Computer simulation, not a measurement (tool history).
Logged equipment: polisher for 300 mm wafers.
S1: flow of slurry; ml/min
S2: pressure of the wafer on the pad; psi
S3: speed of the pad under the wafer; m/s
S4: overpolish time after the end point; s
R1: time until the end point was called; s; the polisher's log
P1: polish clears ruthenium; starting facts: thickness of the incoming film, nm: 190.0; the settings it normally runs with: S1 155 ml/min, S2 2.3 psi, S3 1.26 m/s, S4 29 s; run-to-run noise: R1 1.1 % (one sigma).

run   hour   S1   S2    S3  S4       R1
  1    5.8  155  2.3  1.26  29   99.266
  2    9.4  155  2.3  1.26  55   98.180
      15.1  -- head pressure recalibrated
  3   15.2  155  2.3  1.26  29   98.388
  4   19.8  155  2.3  1.26  11   98.078
  5   25.1  155  2.3  1.26  29   99.369
  6   29.9   95  2.3  1.26  29  109.250
  7   34.9  155  1.5  1.26  29  151.550
  8   40.7  155  3.3  1.26  29   67.896
  9   45.2  155  2.3  1.58  29   78.825
 10   51.0  155  2.3  1.26  29   97.842
 11   54.1  155  2.3  1.26  29   99.849
 12   57.9  155  2.3  0.58  29  218.130
 13   63.3  245  2.3  1.26  29   91.467
 14   67.2  155  2.3  1.26  29   98.156
      67.3  -- slurry nozzle cleaned
 15   71.0  230  1.4  1.26  29  154.030
 16   74.6  155  1.5  1.26  14  151.070
 17   78.0  155  2.3  1.26  29   98.487
 18   83.2  120  1.3  1.26  29  184.310
 19   88.2  155  2.3  1.26  29   99.467
 20   91.0  155  2.3  1.26  29  102.130
 21   95.8  155  2.3  1.26  29  105.520
 22   99.3  155  2.3  1.26  29  106.290
     101.6  -- head pressure recalibrated
 23  104.1  155  2.3  1.26  29  109.570
 24  108.1  155  2.3  1.26  29  108.900
 25  111.7  155  2.3  1.26  29  108.640
 26  114.8  155  2.3  1.26  29  110.200

What P1 gives has crept away from where it was. These 2 causes fit the log equally well, each at the size given:
A: slurry flow missing at the pad, % = 39
B: removal rate lost through wear of the pad, % = 9.94
The onset of the drift is placed at about hour 88.2.
Excluded causes, each with its reason:
head's pressure below its setpoint, %: was serviced at hour 101.6, once the creep was under way, yet the earlier output never came back

Consider the 4 check runs below, whose results appear as question marks and each of which averages 5 wafers. Which one distinguishes the causes, in that each cause would give it a clearly different result?
check 1  117.9  155  2.3  0.68  29   ?
check 2  117.9  240  2.8  1.26  29   ?
check 3  117.9  155  2.3  0.76  53   ?
check 4  117.9  155  2.3  0.98  29   ?

What each check would give under each cause:
  check  result     if A     if B
check 1      R1  202.350  202.340
check 2      R1   81.582   84.453
check 3      R1  181.050  181.040
check 4      R1  140.410  140.400
Gap, in per cent, between the two causes that each check separates least, read from the result that separates them most: check 1 0.01 %; check 2 3.46 %; check 3 0.01 %; check 4 0.01 %
Check 2 distinguishes between the causes, while the remaining checks would return nearly the same result for all of them.

With check 2 done, the readings were: R1 84.321 s. Identify which of the listed causes applies.

Of the candidate causes, it is B: removal rate lost through wear of the pad, %.
